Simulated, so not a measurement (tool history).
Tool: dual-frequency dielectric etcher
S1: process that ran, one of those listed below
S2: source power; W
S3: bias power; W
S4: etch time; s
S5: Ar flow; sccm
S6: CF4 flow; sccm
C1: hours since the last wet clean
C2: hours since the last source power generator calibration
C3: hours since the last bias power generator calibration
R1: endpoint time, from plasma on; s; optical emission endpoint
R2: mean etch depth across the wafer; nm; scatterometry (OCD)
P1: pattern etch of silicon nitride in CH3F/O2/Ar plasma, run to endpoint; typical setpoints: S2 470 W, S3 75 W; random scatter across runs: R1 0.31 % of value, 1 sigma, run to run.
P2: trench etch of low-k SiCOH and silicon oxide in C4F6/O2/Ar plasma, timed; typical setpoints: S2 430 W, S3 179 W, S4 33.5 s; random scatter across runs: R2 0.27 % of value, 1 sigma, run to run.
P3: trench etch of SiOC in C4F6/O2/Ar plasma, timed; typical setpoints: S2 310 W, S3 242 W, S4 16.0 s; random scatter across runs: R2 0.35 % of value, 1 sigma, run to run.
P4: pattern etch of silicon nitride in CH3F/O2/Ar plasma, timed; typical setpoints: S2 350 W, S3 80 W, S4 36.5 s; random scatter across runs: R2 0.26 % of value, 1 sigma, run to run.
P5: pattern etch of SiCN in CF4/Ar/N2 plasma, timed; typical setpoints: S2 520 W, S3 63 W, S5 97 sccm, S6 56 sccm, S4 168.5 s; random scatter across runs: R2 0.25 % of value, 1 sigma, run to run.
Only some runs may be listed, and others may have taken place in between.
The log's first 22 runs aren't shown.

run   hour  S1   S2   S3     S4  S5  S6     C1     C2      C3      R1       R2
 23  144.0  P1  470   75                 110.6   92.3  2628.9  42.624
 24  148.4  P1  470   75                 115.0   96.7  2633.3  42.826
 25  156.1  P3  210  242   16.0          122.7  104.4  2641.0           28.810
     158.6  -- bias power generator calibrated
 26  164.9  P5  520   63  168.5  97  56  131.5  113.2     6.4          149.520
 27  173.4  P4  350   80   51.5          140.0  121.7    14.9           36.738
 28  178.4  P5  720   63  168.5  97  56  145.0  126.7    19.9          198.880
 29  186.8  P1  470  103                 153.4  135.1    28.3  38.131
 30  193.2  P5  520   47  168.5  97  56  159.8  141.5    34.7          135.420
 31  200.7  P1  470   75                 167.3  149.0    42.2  42.627
 32  209.4  P4  350   80   36.5          176.0  157.7    50.9           25.976
 33  217.0  P1  470   75                 183.6  165.3    58.5  42.962
 34  221.4  P1  470   75                 188.0  169.7    62.9  42.788
 35  226.5  P1  470   75                 193.1  174.8    68.0  43.064
 36  231.0  P1  470   75                 197.6  179.3    72.5  43.279
 37  239.3  P1  470   75                 205.9  187.6    80.8  43.232
     240.6  -- wet clean of the chamber
 38  246.2  P1  470   75                   5.6  194.5    87.7  43.519

What will run 39 give?
 39  254.1  P1  470  75              13.5  202.4  95.6   ?

R1: 43.597 s
